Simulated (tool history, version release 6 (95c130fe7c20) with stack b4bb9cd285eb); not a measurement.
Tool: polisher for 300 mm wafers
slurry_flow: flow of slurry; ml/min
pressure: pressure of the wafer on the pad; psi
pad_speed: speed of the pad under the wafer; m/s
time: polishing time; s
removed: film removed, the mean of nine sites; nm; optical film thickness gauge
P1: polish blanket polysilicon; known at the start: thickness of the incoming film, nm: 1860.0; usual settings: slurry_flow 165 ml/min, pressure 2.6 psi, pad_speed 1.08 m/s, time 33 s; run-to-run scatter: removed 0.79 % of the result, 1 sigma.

run 1 hour=10.6 | slurry_flow=165 pressure=2.6 pad_speed=1.08 time=33 | removed=315.44
run 2 hour=24.4 | slurry_flow=165 pressure=2.6 pad_speed=0.68 time=33 | removed=200.13
run 3 hour=37.7 | slurry_flow=165 pressure=2.6 pad_speed=1.08 time=33 | removed=315.49
run 4 hour=52.7 | slurry_flow=255 pressure=2.6 pad_speed=0.7 time=33 | removed=217.82
run 5 hour=61.7 | slurry_flow=165 pressure=3.5 pad_speed=0.74 time=33 | removed=290.94
run 6 hour=75.3 | slurry_flow=165 pressure=2.6 pad_speed=1.08 time=33 | removed=321.3
run 7 hour=82.9 | slurry_flow=165 pressure=1.8 pad_speed=1.08 time=33 | removed=218.94
run 8 hour=89.9 | slurry_flow=165 pressure=2.6 pad_speed=1.08 time=33 | removed=316.05
run 9 hour=105.4 | slurry_flow=165 pressure=2.6 pad_speed=1.64 time=33 | removed=483.7
run 10 hour=119.6 | slurry_flow=165 pressure=2.6 pad_speed=1.08 time=42 | removed=404.15
run 11 hour=135.1 | slurry_flow=220 pressure=2.6 pad_speed=1.08 time=33 | removed=331.18
-- hour=147.7 worn pad replaced by a new one
run 12 hour=148.5 | slurry_flow=100 pressure=2.6 pad_speed=1.08 time=33 | removed=284.8
run 13 hour=163.3 | slurry_flow=165 pressure=2.6 pad_speed=1.08 time=33 | removed=314.24
run 14 hour=176.2 | slurry_flow=255 pressure=1.2 pad_speed=1.08 time=33 | removed=154
run 15 hour=184.5 | slurry_flow=165 pressure=3.8 pad_speed=1.08 time=33 | removed=462.16
run 16 hour=197.9 | slurry_flow=165 pressure=2.6 pad_speed=1.08 time=18 | removed=172.65
run 17 hour=211.1 | slurry_flow=165 pressure=2.6 pad_speed=1.08 time=33 | removed=315.8
run 18 hour=219.8 | slurry_flow=165 pressure=2.6 pad_speed=1.08 time=33 | removed=306.7
run 19 hour=235 | slurry_flow=165 pressure=2.6 pad_speed=1.08 time=33 | removed=296.46

Forecast run 20:
run 20 hour=250 | slurry_flow=165 pressure=2.6 pad_speed=1.08 time=33 | removed=?

removed: 291.61 nm
